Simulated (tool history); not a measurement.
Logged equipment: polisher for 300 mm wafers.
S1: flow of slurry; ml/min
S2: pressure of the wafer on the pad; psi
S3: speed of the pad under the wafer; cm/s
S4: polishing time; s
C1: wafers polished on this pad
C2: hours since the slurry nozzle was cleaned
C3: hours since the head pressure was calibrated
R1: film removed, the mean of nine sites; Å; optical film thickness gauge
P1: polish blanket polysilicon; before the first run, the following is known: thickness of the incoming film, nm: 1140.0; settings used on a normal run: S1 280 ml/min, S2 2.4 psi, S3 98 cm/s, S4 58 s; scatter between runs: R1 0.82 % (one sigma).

| run | hour | S1 | S2 | S3 | S4 | C1 | C2 | C3 | R1 |
|---|---|---|---|---|---|---|---|---|---|
| 1 | 4.6 | 280 | 2.4 | 98 | 58 | 178 | 121 | 345.6 | 4352.2 |
|  | 7.9 | slurry nozzle cleaned |
| 2 | 8.7 | 430 | 2.4 | 98 | 58 | 209 | 0.9 | 349.7 | 4583.6 |
| 3 | 13.3 | 280 | 2.4 | 98 | 58 | 243 | 5.5 | 354.3 | 4351.1 |
| 4 | 15.4 | 280 | 1.3 | 98 | 58 | 259 | 7.6 | 356.4 | 2355.2 |
| 5 | 17.5 | 280 | 2.4 | 98 | 40 | 274 | 9.7 | 358.5 | 2996.2 |
| 6 | 22 | 280 | 2.4 | 98 | 58 | 308 | 14.2 | 363 | 4426.4 |
| 7 | 25.8 | 370 | 2.4 | 98 | 41 | 336 | 18 | 366.8 | 3201.3 |
| 8 | 29.7 | 170 | 2.4 | 98 | 58 | 366 | 21.9 | 370.7 | 4067.2 |
| 9 | 34 | 280 | 2.4 | 46 | 58 | 398 | 26.2 | 375 | 2036.7 |
| 10 | 37.9 | 280 | 2.4 | 150 | 58 | 427 | 30.1 | 378.9 | 6614.3 |
| 11 | 41.7 | 280 | 2.4 | 98 | 58 | 455 | 33.9 | 382.7 | 4423.9 |
| 12 | 46.1 | 280 | 2.4 | 98 | 58 | 488 | 38.3 | 387.1 | 4386.6 |
| 13 | 49.4 | 280 | 2.4 | 98 | 58 | 513 | 41.6 | 390.4 | 4353 |
| 14 | 52.6 | 280 | 2.4 | 98 | 58 | 537 | 44.8 | 393.6 | 4376.9 |
| 15 | 57.2 | 280 | 2.4 | 98 | 90 | 571 | 49.4 | 398.2 | 6885.9 |
| 16 | 60.4 | 280 | 3.3 | 98 | 58 | 595 | 52.6 | 401.4 | 6067.7 |
| 17 | 63 | 170 | 2.4 | 130 | 58 | 615 | 55.2 | 404 | 5457.8 |
| 18 | 67.3 | 280 | 2.4 | 98 | 58 | 647 | 59.5 | 408.3 | 4392.8 |
| 19 | 72 | 280 | 2.4 | 98 | 58 | 682 | 64.2 | 413 | 4332.2 |
| 20 | 74.2 | 280 | 2.4 | 98 | 58 | 698 | 66.4 | 415.2 | 4268.8 |
| 21 | 77.3 | 280 | 2.4 | 98 | 58 | 721 | 69.5 | 418.3 | 4290.5 |
| 22 | 80.3 | 280 | 2.4 | 98 | 58 | 744 | 72.5 | 421.3 | 4175.8 |
| 23 | 83.5 | 280 | 2.4 | 98 | 58 | 768 | 75.7 | 424.5 | 4213.1 |
| 24 | 87.5 | 280 | 2.4 | 98 | 58 | 798 | 79.7 | 428.5 | 4143.8 |
| 25 | 91.3 | 280 | 2.4 | 98 | 58 | 826 | 83.5 | 432.3 | 4109 |

Run 26 is up next; what results do you expect?
|  | 92.8 | worn pad replaced by a new one |
| 26 | 94.3 | 280 | 2.4 | 98 | 58 | 11 | 86.5 | 435.3 | ? |

Run 26 gave R1 4175.6 Å.
